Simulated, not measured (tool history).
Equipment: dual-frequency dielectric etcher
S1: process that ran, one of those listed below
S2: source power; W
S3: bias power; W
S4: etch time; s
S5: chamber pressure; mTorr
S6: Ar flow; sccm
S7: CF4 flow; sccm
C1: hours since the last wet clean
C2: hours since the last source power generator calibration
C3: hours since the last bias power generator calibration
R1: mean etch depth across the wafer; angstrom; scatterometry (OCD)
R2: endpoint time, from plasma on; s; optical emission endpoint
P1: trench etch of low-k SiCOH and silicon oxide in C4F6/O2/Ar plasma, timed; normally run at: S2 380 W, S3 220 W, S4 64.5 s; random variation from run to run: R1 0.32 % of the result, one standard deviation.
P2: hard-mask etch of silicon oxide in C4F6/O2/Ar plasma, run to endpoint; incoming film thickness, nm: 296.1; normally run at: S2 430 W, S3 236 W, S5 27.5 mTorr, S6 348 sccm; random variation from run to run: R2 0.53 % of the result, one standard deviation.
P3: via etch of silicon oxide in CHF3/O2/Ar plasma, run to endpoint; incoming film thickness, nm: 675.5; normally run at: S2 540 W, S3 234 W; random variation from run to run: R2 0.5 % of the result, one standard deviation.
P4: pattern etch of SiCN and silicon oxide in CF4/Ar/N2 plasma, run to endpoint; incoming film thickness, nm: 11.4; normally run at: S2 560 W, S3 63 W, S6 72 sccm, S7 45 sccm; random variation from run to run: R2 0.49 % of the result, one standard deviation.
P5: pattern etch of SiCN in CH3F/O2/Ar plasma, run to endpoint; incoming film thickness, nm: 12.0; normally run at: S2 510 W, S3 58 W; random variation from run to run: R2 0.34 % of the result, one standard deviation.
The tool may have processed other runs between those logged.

Run 1, day 0.417: S1 P1, S2 380 W, S3 220 W, S4 64.5 s; C1 352.7; C2 1930.2; C3 2413. Result: R1 2186.2 angstrom.
Run 2, day 0.617: S1 P2, S2 430 W, S3 236 W, S5 37.5 mTorr, S6 348 sccm; C1 357.5; C2 1935; C3 2417.8. Result: R2 87.275 s.
Run 3, day 0.992: S1 P1, S2 380 W, S3 142 W, S4 64.5 s; C1 366.5; C2 1944; C3 2426.8. Result: R1 1906.3 angstrom.
Run 4, day 1.196: S1 P2, S2 540 W, S3 236 W, S5 27.5 mTorr, S6 348 sccm; C1 371.4; C2 1948.9; C3 2431.7. Result: R2 78.78 s.
At day 1.425: bias power generator calibrated.
Run 5, day 1.529: S1 P1, S2 230 W, S3 220 W, S4 64.5 s; C1 379.4; C2 1956.9; C3 2.6. Result: R1 1817.9 angstrom.
Run 6, day 1.75: S1 P1, S2 380 W, S3 294 W, S4 64.5 s; C1 384.7; C2 1962.2; C3 7.9. Result: R1 2420.3 angstrom.
Run 7, day 1.967: S1 P3, S2 540 W, S3 303 W; C1 389.9; C2 1967.4; C3 13.1. Result: R2 296.87 s.
Run 8, day 2.15: S1 P2, S2 430 W, S3 170 W, S5 27.5 mTorr, S6 348 sccm; C1 394.3; C2 1971.8; C3 17.5. Result: R2 95.921 s.
Run 9, day 2.362: S1 P4, S2 560 W, S3 63 W, S6 72 sccm, S7 45 sccm; C1 399.4; C2 1976.9; C3 22.6. Result: R2 11.714 s.
Run 10, day 2.612: S1 P1, S2 380 W, S3 220 W, S4 64.5 s; C1 405.4; C2 1982.9; C3 28.6. Result: R1 2187.5 angstrom.
Run 11, day 2.996: S1 P1, S2 380 W, S3 220 W, S4 64.5 s; C1 414.6; C2 1992.1; C3 37.8. Result: R1 2205.8 angstrom.
Run 12, day 3.212: S1 P4, S2 560 W, S3 63 W, S6 96 sccm, S7 45 sccm; C1 419.8; C2 1997.3; C3 43. Result: R2 12.417 s.
Run 13, day 3.583: S1 P4, S2 560 W, S3 63 W, S6 72 sccm, S7 63 sccm; C1 428.7; C2 2006.2; C3 51.9. Result: R2 11.207 s.
Run 14, day 3.829: S1 P1, S2 490 W, S3 220 W, S4 64.5 s; C1 434.6; C2 2012.1; C3 57.8. Result: R1 2418.6 angstrom.
Run 15, day 4.196: S1 P1, S2 380 W, S3 220 W, S4 48 s; C1 443.4; C2 2020.9; C3 66.6. Result: R1 1638.8 angstrom.
Run 16, day 4.446: S1 P5, S2 510 W, S3 78 W; C1 449.4; C2 2026.9; C3 72.6. Result: R2 28.171 s.
Run 17, day 4.812: S1 P3, S2 360 W, S3 234 W; C1 458.2; C2 2035.7; C3 81.4. Result: R2 381.21 s.
Run 18, day 5.129: S1 P2, S2 430 W, S3 236 W, S5 27.5 mTorr, S6 202 sccm; C1 465.8; C2 2043.3; C3 89. Result: R2 80.735 s.
Run 19, day 5.321: S1 P1, S2 380 W, S3 220 W, S4 64.5 s; C1 470.4; C2 2047.9; C3 93.6. Result: R1 2197.4 angstrom.
Run 20, day 5.583: S1 P5, S2 660 W, S3 58 W; C1 476.7; C2 2054.2; C3 99.9. Result: R2 28.365 s.
Run 21, day 5.983: S1 P2, S2 430 W, S3 236 W, S5 27.5 mTorr, S6 348 sccm; C1 486.3; C2 2063.8; C3 109.5. Result: R2 85.472 s.
Run 22, day 6.242: S1 P4, S2 560 W, S3 63 W, S6 72 sccm, S7 45 sccm; C1 492.5; C2 2070; C3 115.7. Result: R2 11.805 s.
Run 23, day 6.575: S1 P4, S2 760 W, S3 63 W, S6 72 sccm, S7 45 sccm; C1 500.5; C2 2078; C3 123.7. Result: R2 9.0013 s.
Run 24, day 6.871: S1 P3, S2 540 W, S3 234 W; C1 507.6; C2 2085.1; C3 130.8. Result: R2 326.71 s.
Run 25, day 7.071: S1 P4, S2 560 W, S3 44 W, S6 72 sccm, S7 45 sccm; C1 512.4; C2 2089.9; C3 135.6. Result: R2 13.172 s.
Run 26, day 7.467: S1 P1, S2 380 W, S3 220 W, S4 79 s; C1 521.9; C2 2099.4; C3 145.1. Result: R1 2690.6 angstrom.
Run 27, day 7.767: S1 P1, S2 380 W, S3 220 W, S4 64.5 s; C1 529.1; C2 2106.6; C3 152.3. Result: R1 2200.2 angstrom.
Run 28, day 7.967: S1 P5, S2 510 W, S3 58 W; C1 533.9; C2 2111.4; C3 157.1. Result: R2 31.172 s.
Run 29, day 8.312: S1 P1, S2 380 W, S3 142 W, S4 40 s; C1 542.2; C2 2119.7; C3 165.4. Result: R1 1178 angstrom.
Run 30, day 8.55: S1 P1, S2 380 W, S3 220 W, S4 64.5 s; C1 547.9; C2 2125.4; C3 171.1. Result: R1 2199.2 angstrom.
Run 31, day 8.804: S1 P1, S2 470 W, S3 181 W, S4 64.5 s; C1 554; C2 2131.5; C3 177.2. Result: R1 2247 angstrom.
Run 32, day 9.15: S1 P3, S2 540 W, S3 234 W; C1 562.3; C2 2139.8; C3 185.5. Result: R2 329.78 s.
Run 33, day 9.388: S1 P1, S2 380 W, S3 220 W, S4 64.5 s; C1 568; C2 2145.5; C3 191.2. Result: R1 2190.8 angstrom.
Run 34, day 9.671: S1 P1, S2 380 W, S3 220 W, S4 64.5 s; C1 574.8; C2 2152.3; C3 198. Result: R1 2173.8 angstrom.
Run 35, day 10.008: S1 P1, S2 380 W, S3 220 W, S4 64.5 s; C1 582.9; C2 2160.4; C3 206.1. Result: R1 2167.7 angstrom.
Run 36, day 10.288: S1 P1, S2 380 W, S3 220 W, S4 64.5 s; C1 589.6; C2 2167.1; C3 212.8. Result: R1 2163.4 angstrom.
Run 37, day 10.675: S1 P1, S2 380 W, S3 220 W, S4 64.5 s; C1 598.9; C2 2176.4; C3 222.1. Result: R1 2163.3 angstrom.
Run 38, day 10.992: S1 P1, S2 380 W, S3 220 W, S4 64.5 s; C1 606.5; C2 2184; C3 229.7. Result: R1 2163.8 angstrom.
At day 11.071: wet clean of the chamber.
Run 39, day 11.217: S1 P1, S2 380 W, S3 220 W, S4 64.5 s; C1 3.5; C2 2189.4; C3 235.1. Result: R1 2151 angstrom.
Run 40, day 11.629: S1 P1, S2 380 W, S3 220 W, S4 64.5 s; C1 13.4; C2 2199.3; C3 245. Result: R1 2164.2 angstrom.
Run 41, day 11.825: S1 P1, S2 380 W, S3 220 W, S4 64.5 s; C1 18.1; C2 2204; C3 249.7. Result: R1 2149.9 angstrom.
Run 42, day 12.175: S1 P1, S2 380 W, S3 220 W, S4 64.5 s; C1 26.5; C2 2212.4; C3 258.1. Result: R1 2155.5 angstrom.

The output of P1 has drifted from where it used to be. Each of the 2 causes below, taken at the size shown beside it, accounts for the log equally well:
A: source power that arrives under what is set, % = 4.07
B: bias power that arrives under what is set, % = 4.74
The creep began at about day 9.388.
Each remaining cause and why it is not a fit:
chamber walls in a state that lowers the etch rate, %: serviced after onset, at day 11.071, with no recovery of the prior output

Each of the check runs listed below is run on 3 wafers and reports their average, with the results left as question marks. Pick the one under which the possible causes would lead to clearly different results.
Run check 1, day 12.525: S1 P2, S2 430 W, S3 236 W, S5 27.5 mTorr, S6 348 sccm. Result: R2 ?.
Run check 2, day 12.525: S1 P5, S2 510 W, S3 58 W. Result: R2 ?.
Run check 3, day 12.525: S1 P4, S2 560 W, S3 63 W, S6 72 sccm, S7 45 sccm. Result: R2 ?.
Run check 4, day 12.525: S1 P3, S2 540 W, S3 234 W. Result: R2 ?.

Predicted outcomes, by check and by cause:
  check  result    if A    if B
check 1      R2   86.87   86.88
check 2      R2  31.833  31.831
check 3      R2   12.19  11.937
check 4      R2  333.67   334.2
Separation of the two closest causes in each check, using whichever result separates them best: check 1 0.01 %; check 2 0.01 %; check 3 2.1 %; check 4 0.16 %
Only in check 3 would the causes give clearly different results; in the remaining checks their results would be nearly the same.

Check 3 was carried out, with these results: R2 12.213 s. Which of the listed causes is responsible?

A is the cause: source power that arrives under what is set, %.
